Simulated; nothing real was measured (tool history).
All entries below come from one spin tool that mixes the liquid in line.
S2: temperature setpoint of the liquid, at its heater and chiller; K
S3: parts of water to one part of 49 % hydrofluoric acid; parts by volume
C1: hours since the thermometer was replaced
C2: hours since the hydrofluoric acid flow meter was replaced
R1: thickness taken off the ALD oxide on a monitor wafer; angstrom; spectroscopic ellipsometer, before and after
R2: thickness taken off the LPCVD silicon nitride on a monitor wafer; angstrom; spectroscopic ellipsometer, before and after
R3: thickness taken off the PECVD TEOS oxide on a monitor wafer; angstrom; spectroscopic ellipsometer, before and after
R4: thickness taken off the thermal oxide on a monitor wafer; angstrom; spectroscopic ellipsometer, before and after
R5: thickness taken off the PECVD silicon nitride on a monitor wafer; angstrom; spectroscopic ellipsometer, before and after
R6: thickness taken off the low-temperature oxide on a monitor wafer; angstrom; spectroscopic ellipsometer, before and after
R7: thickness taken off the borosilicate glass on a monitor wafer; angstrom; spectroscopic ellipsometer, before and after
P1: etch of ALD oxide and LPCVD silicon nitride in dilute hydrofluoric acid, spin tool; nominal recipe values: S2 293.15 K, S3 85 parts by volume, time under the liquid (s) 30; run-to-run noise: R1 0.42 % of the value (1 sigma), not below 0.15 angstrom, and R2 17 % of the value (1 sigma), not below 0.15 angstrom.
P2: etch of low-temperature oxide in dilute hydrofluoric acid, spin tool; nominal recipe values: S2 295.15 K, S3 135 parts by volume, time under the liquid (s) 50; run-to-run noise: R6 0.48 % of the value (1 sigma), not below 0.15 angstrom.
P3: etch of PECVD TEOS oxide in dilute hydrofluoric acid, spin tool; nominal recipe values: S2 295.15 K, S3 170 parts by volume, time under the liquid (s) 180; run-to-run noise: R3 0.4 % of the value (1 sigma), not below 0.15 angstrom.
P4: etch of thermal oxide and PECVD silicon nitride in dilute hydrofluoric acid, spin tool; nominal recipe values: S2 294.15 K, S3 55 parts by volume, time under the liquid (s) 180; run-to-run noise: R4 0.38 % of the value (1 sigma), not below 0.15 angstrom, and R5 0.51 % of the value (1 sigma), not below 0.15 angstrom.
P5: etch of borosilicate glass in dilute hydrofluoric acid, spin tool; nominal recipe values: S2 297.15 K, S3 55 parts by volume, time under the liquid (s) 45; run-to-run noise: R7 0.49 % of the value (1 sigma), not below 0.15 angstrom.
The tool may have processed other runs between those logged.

{"run": 1, "hour": 17.5, "process that ran": "P1", "S2": 293.15, "S3": 85, "time under the liquid (s)": 30, "C1": 602.3, "C2": 199.6, "R1": 59.654, "R2": 0.91379}
{"run": 2, "hour": 35.4, "process that ran": "P3", "S2": 295.15, "S3": 275, "time under the liquid (s)": 180, "C1": 620.2, "C2": 217.5, "R3": 47.133}
{"run": 3, "hour": 44.1, "process that ran": "P4", "S2": 294.15, "S3": 55, "time under the liquid (s)": 180, "C1": 628.9, "C2": 226.2, "R4": 145.41, "R5": 66.898}
{"run": 4, "hour": 55.0, "process that ran": "P2", "S2": 295.15, "S3": 195, "time under the liquid (s)": 50, "C1": 639.8, "C2": 237.1, "R6": 76.436}
{"run": 5, "hour": 72.1, "process that ran": "P4", "S2": 299.15, "S3": 55, "time under the liquid (s)": 180, "C1": 656.9, "C2": 254.2, "R4": 177.83, "R5": 93.727}
{"run": 6, "hour": 89.6, "process that ran": "P1", "S2": 293.15, "S3": 85, "time under the liquid (s)": 30, "C1": 674.4, "C2": 271.7, "R1": 60.101, "R2": 1.3308}
{"run": 7, "hour": 103.1, "process that ran": "P5", "S2": 297.15, "S3": 100, "time under the liquid (s)": 45, "C1": 687.9, "C2": 285.2, "R7": 90.468}
{"run": 8, "hour": 115.1, "process that ran": "P1", "S2": 293.15, "S3": 85, "time under the liquid (s)": 30, "C1": 699.9, "C2": 297.2, "R1": 59.585, "R2": 1.3479}
{"run": 9, "hour": 124.7, "process that ran": "P4", "S2": 294.15, "S3": 55, "time under the liquid (s)": 45, "C1": 709.5, "C2": 306.8, "R4": 36.29, "R5": 16.787}
{"run": 10, "hour": 143.8, "process that ran": "P5", "S2": 290.65, "S3": 55, "time under the liquid (s)": 45, "C1": 728.6, "C2": 325.9, "R7": 132.14}
{"run": 11, "hour": 160.3, "process that ran": "P4", "S2": 294.15, "S3": 55, "time under the liquid (s)": 180, "C1": 745.1, "C2": 342.4, "R4": 144.13, "R5": 66.186}
{"run": 12, "hour": 172.5, "process that ran": "P1", "S2": 297.65, "S3": 85, "time under the liquid (s)": 30, "C1": 757.3, "C2": 354.6, "R1": 71.879, "R2": 1.6436}
{"run": 13, "hour": 181.4, "process that ran": "P1", "S2": 290.15, "S3": 135, "time under the liquid (s)": 30, "C1": 766.2, "C2": 363.5, "R1": 31.68, "R2": 0.60418}
{"run": 14, "hour": 197.0, "process that ran": "P5", "S2": 297.15, "S3": 55, "time under the liquid (s)": 45, "C1": 781.8, "C2": 379.1, "R7": 174.84}
{"run": 15, "hour": 213.2, "process that ran": "P1", "S2": 297.15, "S3": 55, "time under the liquid (s)": 30, "C1": 798, "C2": 395.3, "R1": 112.57, "R2": 3.5643}
{"run": 16, "hour": 228.4, "process that ran": "P2", "S2": 298.65, "S3": 135, "time under the liquid (s)": 50, "C1": 813.2, "C2": 410.5, "R6": 135.05}
{"run": 17, "hour": 237.3, "process that ran": "P3", "S2": 295.15, "S3": 170, "time under the liquid (s)": 270, "C1": 822.1, "C2": 419.4, "R3": 127.32}
{"run": 18, "hour": 253.5, "process that ran": "P5", "S2": 297.15, "S3": 55, "time under the liquid (s)": 25, "C1": 838.3, "C2": 435.6, "R7": 97.613}
{"run": 19, "hour": 268.6, "process that ran": "P2", "S2": 295.15, "S3": 135, "time under the liquid (s)": 80, "C1": 853.4, "C2": 450.7, "R6": 187.07}
{"run": 20, "hour": 281.6, "process that ran": "P1", "S2": 293.15, "S3": 20, "time under the liquid (s)": 30, "C1": 866.4, "C2": 463.7, "R1": 274.85, "R2": 5.5858}
{"run": 21, "hour": 293.4, "process that ran": "P1", "S2": 290.15, "S3": 85, "time under the liquid (s)": 30, "C1": 878.2, "C2": 475.5, "R1": 52.765, "R2": 1.1634}
{"run": 22, "hour": 309.4, "process that ran": "P1", "S2": 293.15, "S3": 140, "time under the liquid (s)": 30, "C1": 894.2, "C2": 491.5, "R1": 34.27, "R2": 1.1299}
{"run": 23, "hour": 320.4, "process that ran": "P1", "S2": 293.15, "S3": 85, "time under the liquid (s)": 30, "C1": 905.2, "C2": 502.5, "R1": 60.429, "R2": 1.7398}
{"run": 24, "hour": 337.9, "process that ran": "P3", "S2": 295.15, "S3": 170, "time under the liquid (s)": 180, "C1": 922.7, "C2": 520, "R3": 85.065}
{"run": 25, "hour": 348.0, "process that ran": "P1", "S2": 293.15, "S3": 85, "time under the liquid (s)": 15, "C1": 932.8, "C2": 530.1, "R1": 30.068, "R2": 0.62866}
{"run": 26, "hour": 362.1, "process that ran": "P4", "S2": 294.15, "S3": 80, "time under the liquid (s)": 180, "C1": 946.9, "C2": 544.2, "R4": 96.98, "R5": 46.473}
{"run": 27, "hour": 373.5, "process that ran": "P3", "S2": 291.15, "S3": 170, "time under the liquid (s)": 180, "C1": 958.3, "C2": 555.6, "R3": 72.895}
{"run": 28, "hour": 382.8, "process that ran": "P1", "S2": 293.15, "S3": 85, "time under the liquid (s)": 30, "C1": 967.6, "C2": 564.9, "R1": 59.592, "R2": 0.89253}
{"run": 29, "hour": 398.7, "process that ran": "P5", "S2": 297.15, "S3": 55, "time under the liquid (s)": 45, "C1": 983.5, "C2": 580.8, "R7": 175.3}
{"run": 30, "hour": 411.8, "process that ran": "P1", "S2": 293.15, "S3": 115, "time under the liquid (s)": 60, "C1": 996.6, "C2": 593.9, "R1": 85.554, "R2": 2.416}
{"run": 31, "hour": 421.7, "process that ran": "P2", "S2": 295.15, "S3": 135, "time under the liquid (s)": 50, "C1": 1006.5, "C2": 603.8, "R6": 116.8}
{"run": 32, "hour": 434.5, "process that ran": "P1", "S2": 293.15, "S3": 85, "time under the liquid (s)": 65, "C1": 1019.3, "C2": 616.6, "R1": 129.67, "R2": 2.7774}
{"run": 33, "hour": 442.8, "process that ran": "P1", "S2": 293.15, "S3": 85, "time under the liquid (s)": 30, "C1": 1027.6, "C2": 624.9, "R1": 60.114, "R2": 0.9284}
{"run": 34, "hour": 457.9, "process that ran": "P1", "S2": 293.15, "S3": 85, "time under the liquid (s)": 30, "C1": 1042.7, "C2": 640, "R1": 61.616, "R2": 0.90353}
{"run": 35, "hour": 471.7, "process that ran": "P1", "S2": 293.15, "S3": 85, "time under the liquid (s)": 30, "C1": 1056.5, "C2": 653.8, "R1": 62.099, "R2": 1.1331}
{"run": 36, "hour": 490.9, "process that ran": "P1", "S2": 293.15, "S3": 85, "time under the liquid (s)": 30, "C1": 1075.7, "C2": 673, "R1": 62.943, "R2": 1.2924}
{"run": 37, "hour": 506.3, "process that ran": "P1", "S2": 293.15, "S3": 85, "time under the liquid (s)": 30, "C1": 1091.1, "C2": 688.4, "R1": 63.57, "R2": 1.2714}
{"run": 38, "hour": 524.1, "process that ran": "P1", "S2": 293.15, "S3": 85, "time under the liquid (s)": 30, "C1": 1108.9, "C2": 706.2, "R1": 63.898, "R2": 1.6226}
{"run": 39, "hour": 534.9, "process that ran": "P1", "S2": 293.15, "S3": 85, "time under the liquid (s)": 30, "C1": 1119.7, "C2": 717, "R1": 63.54, "R2": 1.1545}
{"run": 40, "hour": 549.8, "process that ran": "P1", "S2": 293.15, "S3": 85, "time under the liquid (s)": 30, "C1": 1134.6, "C2": 731.9, "R1": 63.669, "R2": 1.5965}

Something has made what P1 gives creep away from where it was; the 2 causes below, each at its own stated size, fit the log equally well:
A: liquid hotter than its thermometer reads (K) = 1.62
B: hydrofluoric acid flow above the setpoint (%) = 6.28
Creep in the process output first set in at about hour 442.8.

Each of the 4 check runs below uses one wafer; its results are left as question marks. Which run tells the causes apart?
{"run": "check 1", "hour": 564.7, "process that ran": "P2", "S2": 295.15, "S3": 135, "time under the liquid (s)": 50, "R6": "?"}
{"run": "check 2", "hour": 564.7, "process that ran": "P5", "S2": 297.15, "S3": 55, "time under the liquid (s)": 45, "R7": "?"}
{"run": "check 3", "hour": 564.7, "process that ran": "P4", "S2": 294.15, "S3": 55, "time under the liquid (s)": 180, "R4": "?", "R5": "?"}
{"run": "check 4", "hour": 564.7, "process that ran": "P3", "S2": 295.15, "S3": 170, "time under the liquid (s)": 180, "R3": "?"}

How each check would come out, cause by cause:
check=check_1 result=R6 if_A=124.99 if_B=125.81
check=check_2 result=R7 if_A=186.78 if_B=186.63
check=check_3 result=R4 if_A=154.9 if_B=154.48
check=check_3 result=R5 if_A=74.956 if_B=71.199
check=check_4 result=R3 if_A=90.347 if_B=91.24
Gap, in per cent, between the two causes that each check separates least, read from the result that separates them most: check 1 0.65 %; check 2 0.08 %; check 3 5.14 %; check 4 0.98 %
Only in check 3 would the causes give clearly different results; in the remaining checks their results would be nearly the same.

Running check 3 produced the following: R4 155.3 angstrom; R5 74.57 angstrom. Which one of the listed causes fits?

It was cause A: liquid hotter than its thermometer reads (K).
